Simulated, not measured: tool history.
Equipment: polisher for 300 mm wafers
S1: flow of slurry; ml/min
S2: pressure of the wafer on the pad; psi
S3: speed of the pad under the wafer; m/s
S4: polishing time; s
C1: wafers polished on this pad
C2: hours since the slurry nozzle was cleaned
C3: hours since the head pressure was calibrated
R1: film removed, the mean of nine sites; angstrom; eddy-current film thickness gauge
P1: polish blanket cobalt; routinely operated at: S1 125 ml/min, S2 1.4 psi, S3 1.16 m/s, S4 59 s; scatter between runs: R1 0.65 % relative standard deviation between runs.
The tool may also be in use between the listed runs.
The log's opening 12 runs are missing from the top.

run,hour,S1,S2,S3,S4,C1,C2,C3,R1
13,86.9,125,1.4,1.16,59,1097,301.5,199.0,2612.0
14,94.3,125,1.4,0.78,75,1145,308.9,206.4,2233.4
15,103.0,125,1.4,1.16,59,1202,317.6,215.1,2608.2
16,107.4,125,1.4,0.56,59,1231,322.0,219.5,1267.1
17,115.0,125,1.4,1.16,59,1280,329.6,227.1,2604.6
18,123.2,125,0.9,1.16,59,1334,337.8,235.3,1686.4
19,131.0,125,1.4,1.16,59,1385,345.6,243.1,2616.2
20,135.7,125,1.4,1.16,59,1415,350.3,247.8,2608.5

Run 21 has not been measured yet. What should we expect?
21,141.4,125,1.4,1.16,59,1453,356.0,253.5,?

Run 21 came out at R1 2530.5 angstrom.
